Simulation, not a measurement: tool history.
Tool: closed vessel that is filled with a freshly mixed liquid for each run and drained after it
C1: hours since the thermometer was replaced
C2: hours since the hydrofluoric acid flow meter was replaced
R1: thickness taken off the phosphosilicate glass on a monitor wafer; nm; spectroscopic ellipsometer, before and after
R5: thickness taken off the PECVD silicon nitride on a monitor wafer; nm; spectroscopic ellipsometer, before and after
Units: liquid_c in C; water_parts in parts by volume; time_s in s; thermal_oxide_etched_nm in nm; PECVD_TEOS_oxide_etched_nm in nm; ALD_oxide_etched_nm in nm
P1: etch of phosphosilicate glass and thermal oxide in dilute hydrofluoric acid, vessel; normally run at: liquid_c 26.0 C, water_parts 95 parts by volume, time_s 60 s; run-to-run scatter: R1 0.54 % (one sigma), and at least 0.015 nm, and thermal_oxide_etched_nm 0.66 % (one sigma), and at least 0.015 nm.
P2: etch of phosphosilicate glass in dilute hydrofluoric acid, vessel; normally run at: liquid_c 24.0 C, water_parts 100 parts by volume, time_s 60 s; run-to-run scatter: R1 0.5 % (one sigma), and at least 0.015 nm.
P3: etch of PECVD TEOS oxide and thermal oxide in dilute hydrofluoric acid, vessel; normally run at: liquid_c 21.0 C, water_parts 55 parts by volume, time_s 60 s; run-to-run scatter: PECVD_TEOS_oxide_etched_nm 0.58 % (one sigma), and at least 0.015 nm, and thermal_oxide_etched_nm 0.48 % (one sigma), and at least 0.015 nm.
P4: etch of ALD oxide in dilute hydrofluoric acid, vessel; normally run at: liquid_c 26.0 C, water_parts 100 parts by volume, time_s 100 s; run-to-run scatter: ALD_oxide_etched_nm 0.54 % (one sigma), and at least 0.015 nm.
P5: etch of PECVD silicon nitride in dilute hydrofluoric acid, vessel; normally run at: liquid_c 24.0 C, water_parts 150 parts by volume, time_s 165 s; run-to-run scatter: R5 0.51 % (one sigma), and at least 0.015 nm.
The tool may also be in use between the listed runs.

{"run": 1, "day": 0.292, "process": "P1", "liquid_c": 26.0, "water_parts": 95, "time_s": 60, "C1": 302.5, "C2": 622.9, "R1": 133.44, "thermal_oxide_etched_nm": 3.278}
{"run": 2, "day": 0.862, "process": "P3", "liquid_c": 21.0, "water_parts": 95, "time_s": 60, "C1": 316.2, "C2": 636.6, "thermal_oxide_etched_nm": 2.7742, "PECVD_TEOS_oxide_etched_nm": 10.881}
{"run": 3, "day": 1.312, "process": "P4", "liquid_c": 26.0, "water_parts": 100, "time_s": 30, "C1": 327.0, "C2": 647.4, "ALD_oxide_etched_nm": 8.4685}
{"run": 4, "day": 1.588, "process": "P1", "liquid_c": 26.0, "water_parts": 95, "time_s": 60, "C1": 333.6, "C2": 654.0, "R1": 135.47, "thermal_oxide_etched_nm": 3.3002}
{"run": 5, "day": 1.967, "process": "P2", "liquid_c": 24.0, "water_parts": 100, "time_s": 110, "C1": 342.7, "C2": 663.1, "R1": 129.39}
{"run": 6, "day": 2.533, "process": "P2", "liquid_c": 24.0, "water_parts": 140, "time_s": 60, "C1": 356.3, "C2": 676.7, "R1": 48.269}
{"run": 7, "day": 2.808, "process": "P1", "liquid_c": 26.0, "water_parts": 95, "time_s": 60, "C1": 362.9, "C2": 683.3, "R1": 134.05, "thermal_oxide_etched_nm": 3.2711}
{"run": 8, "day": 3.171, "process": "P1", "liquid_c": 26.0, "water_parts": 55, "time_s": 60, "C1": 371.6, "C2": 692.0, "R1": 247.27, "thermal_oxide_etched_nm": 5.9942}
{"run": 9, "day": 3.538, "process": "P1", "liquid_c": 21.5, "water_parts": 95, "time_s": 60, "C1": 380.4, "C2": 700.8, "R1": 113.37, "thermal_oxide_etched_nm": 2.7518}
{"run": 10, "day": 3.879, "process": "P5", "liquid_c": 24.0, "water_parts": 150, "time_s": 165, "C1": 388.6, "C2": 709.0, "R5": 5.0987}
{"day": 4.017, "done": "thermometer replaced"}
{"run": 11, "day": 4.254, "process": "P1", "liquid_c": 26.0, "water_parts": 95, "time_s": 60, "C1": 5.7, "C2": 718.0, "R1": 134.89, "thermal_oxide_etched_nm": 3.3057}
{"run": 12, "day": 4.538, "process": "P1", "liquid_c": 26.0, "water_parts": 95, "time_s": 100, "C1": 12.5, "C2": 724.8, "R1": 225.33, "thermal_oxide_etched_nm": 5.5196}
{"run": 13, "day": 4.858, "process": "P3", "liquid_c": 27.0, "water_parts": 55, "time_s": 60, "C1": 20.2, "C2": 732.5, "thermal_oxide_etched_nm": 6.4618, "PECVD_TEOS_oxide_etched_nm": 25.164}
{"run": 14, "day": 5.454, "process": "P3", "liquid_c": 21.0, "water_parts": 55, "time_s": 100, "C1": 34.5, "C2": 746.8, "thermal_oxide_etched_nm": 8.477, "PECVD_TEOS_oxide_etched_nm": 32.782}
{"run": 15, "day": 5.942, "process": "P4", "liquid_c": 30.5, "water_parts": 100, "time_s": 100, "C1": 46.2, "C2": 758.5, "ALD_oxide_etched_nm": 33.425}
{"run": 16, "day": 6.338, "process": "P1", "liquid_c": 26.0, "water_parts": 95, "time_s": 30, "C1": 55.7, "C2": 768.0, "R1": 67.451, "thermal_oxide_etched_nm": 1.6388}
{"run": 17, "day": 6.65, "process": "P2", "liquid_c": 18.5, "water_parts": 100, "time_s": 60, "C1": 63.2, "C2": 775.5, "R1": 56.409}
{"run": 18, "day": 7.142, "process": "P1", "liquid_c": 26.0, "water_parts": 95, "time_s": 60, "C1": 75.0, "C2": 787.3, "R1": 134.23, "thermal_oxide_etched_nm": 3.2714}
{"run": 19, "day": 7.542, "process": "P1", "liquid_c": 26.0, "water_parts": 95, "time_s": 60, "C1": 84.6, "C2": 796.9, "R1": 135.54, "thermal_oxide_etched_nm": 3.3138}
{"run": 20, "day": 7.9, "process": "P1", "liquid_c": 34.0, "water_parts": 95, "time_s": 60, "C1": 93.2, "C2": 805.5, "R1": 182.15, "thermal_oxide_etched_nm": 4.4032}
{"run": 21, "day": 8.242, "process": "P1", "liquid_c": 26.0, "water_parts": 140, "time_s": 105, "C1": 101.4, "C2": 813.7, "R1": 149.5, "thermal_oxide_etched_nm": 3.7198}
{"run": 22, "day": 8.612, "process": "P4", "liquid_c": 26.0, "water_parts": 55, "time_s": 100, "C1": 110.3, "C2": 822.6, "ALD_oxide_etched_nm": 54.755}
{"run": 23, "day": 9.088, "process": "P5", "liquid_c": 18.0, "water_parts": 150, "time_s": 165, "C1": 121.7, "C2": 834.0, "R5": 3.4471}
{"run": 24, "day": 9.375, "process": "P5", "liquid_c": 24.0, "water_parts": 240, "time_s": 165, "C1": 128.6, "C2": 840.9, "R5": 3.2101}
{"run": 25, "day": 9.825, "process": "P2", "liquid_c": 24.0, "water_parts": 100, "time_s": 60, "C1": 139.4, "C2": 851.7, "R1": 71.46}
{"run": 26, "day": 10.246, "process": "P5", "liquid_c": 24.0, "water_parts": 150, "time_s": 290, "C1": 149.5, "C2": 861.8, "R5": 8.988}
{"run": 27, "day": 10.788, "process": "P3", "liquid_c": 21.0, "water_parts": 55, "time_s": 60, "C1": 162.5, "C2": 874.8, "thermal_oxide_etched_nm": 5.1092, "PECVD_TEOS_oxide_etched_nm": 19.73}
{"run": 28, "day": 11.167, "process": "P1", "liquid_c": 26.0, "water_parts": 145, "time_s": 60, "C1": 171.6, "C2": 883.9, "R1": 83.31, "thermal_oxide_etched_nm": 2.0257}
{"run": 29, "day": 11.688, "process": "P1", "liquid_c": 18.5, "water_parts": 40, "time_s": 60, "C1": 184.1, "C2": 896.4, "R1": 248.91, "thermal_oxide_etched_nm": 6.1582}
{"run": 30, "day": 12.083, "process": "P4", "liquid_c": 26.0, "water_parts": 100, "time_s": 100, "C1": 193.6, "C2": 905.9, "ALD_oxide_etched_nm": 27.997}
{"run": 31, "day": 12.4, "process": "P2", "liquid_c": 24.0, "water_parts": 100, "time_s": 60, "C1": 201.2, "C2": 913.5, "R1": 70.812}
{"run": 32, "day": 12.829, "process": "P1", "liquid_c": 26.0, "water_parts": 95, "time_s": 60, "C1": 211.5, "C2": 923.8, "R1": 134.71, "thermal_oxide_etched_nm": 3.2661}
{"run": 33, "day": 13.408, "process": "P1", "liquid_c": 26.0, "water_parts": 95, "time_s": 60, "C1": 225.4, "C2": 937.7, "R1": 140.46, "thermal_oxide_etched_nm": 3.4382}
{"run": 34, "day": 13.796, "process": "P1", "liquid_c": 26.0, "water_parts": 95, "time_s": 60, "C1": 234.7, "C2": 947.0, "R1": 141.85, "thermal_oxide_etched_nm": 3.4752}
{"run": 35, "day": 14.133, "process": "P1", "liquid_c": 26.0, "water_parts": 95, "time_s": 60, "C1": 242.8, "C2": 955.1, "R1": 143.6, "thermal_oxide_etched_nm": 3.525}
{"run": 36, "day": 14.688, "process": "P1", "liquid_c": 26.0, "water_parts": 95, "time_s": 60, "C1": 256.1, "C2": 968.4, "R1": 144.71, "thermal_oxide_etched_nm": 3.5513}
{"run": 37, "day": 15.142, "process": "P1", "liquid_c": 26.0, "water_parts": 95, "time_s": 60, "C1": 267.0, "C2": 979.3, "R1": 147.4, "thermal_oxide_etched_nm": 3.5666}
{"run": 38, "day": 15.704, "process": "P1", "liquid_c": 26.0, "water_parts": 95, "time_s": 60, "C1": 280.5, "C2": 992.8, "R1": 147.73, "thermal_oxide_etched_nm": 3.6069}
{"run": 39, "day": 16.183, "process": "P1", "liquid_c": 26.0, "water_parts": 95, "time_s": 60, "C1": 292.0, "C2": 1004.3, "R1": 147.16, "thermal_oxide_etched_nm": 3.6441}

What P1 gives has crept away from where it was. These 2 causes fit the log equally well, each at the size given:
A: hydrofluoric acid flow above the setpoint (%) = 8.29
B: liquid hotter than its thermometer reads (K) = 2.31
The creep began at about day 12.829.

4 check runs are offered, one wafer each, their results left as question marks. Which one tells the causes apart?
{"run": "check 1", "day": 16.662, "process": "P4", "liquid_c": 26.0, "water_parts": 55, "time_s": 100, "ALD_oxide_etched_nm": "?"}
{"run": "check 2", "day": 16.662, "process": "P5", "liquid_c": 24.0, "water_parts": 150, "time_s": 275, "R5": "?"}
{"run": "check 3", "day": 16.662, "process": "P3", "liquid_c": 26.5, "water_parts": 55, "time_s": 95, "thermal_oxide_etched_nm": "?", "PECVD_TEOS_oxide_etched_nm": "?"}
{"run": "check 4", "day": 16.662, "process": "P2", "liquid_c": 19.0, "water_parts": 100, "time_s": 60, "R1": "?"}

What each check would give under each cause:
check=check_1 result=ALD_oxide_etched_nm if_A=59.2400 if_B=59.6460
check=check_2 result=R5 if_A=9.1654 if_B=9.8179
check=check_3 result=thermal_oxide_etched_nm if_A=10.9900 if_B=11.0600
check=check_3 result=PECVD_TEOS_oxide_etched_nm if_A=42.475 if_B=42.747
check=check_4 result=R1 if_A=63.212 if_B=63.634
How far apart the two closest causes lie, in the result that separates them most: check 1 0.68 %; check 2 6.88 %; check 3 0.64 %; check 4 0.67 %
Check 2 tells the causes apart: in the others they would give nearly the same result.

Then check 2 was run and gave: R5 9.8362 nm. Which cause is it?

It is B: liquid hotter than its thermometer reads (K).
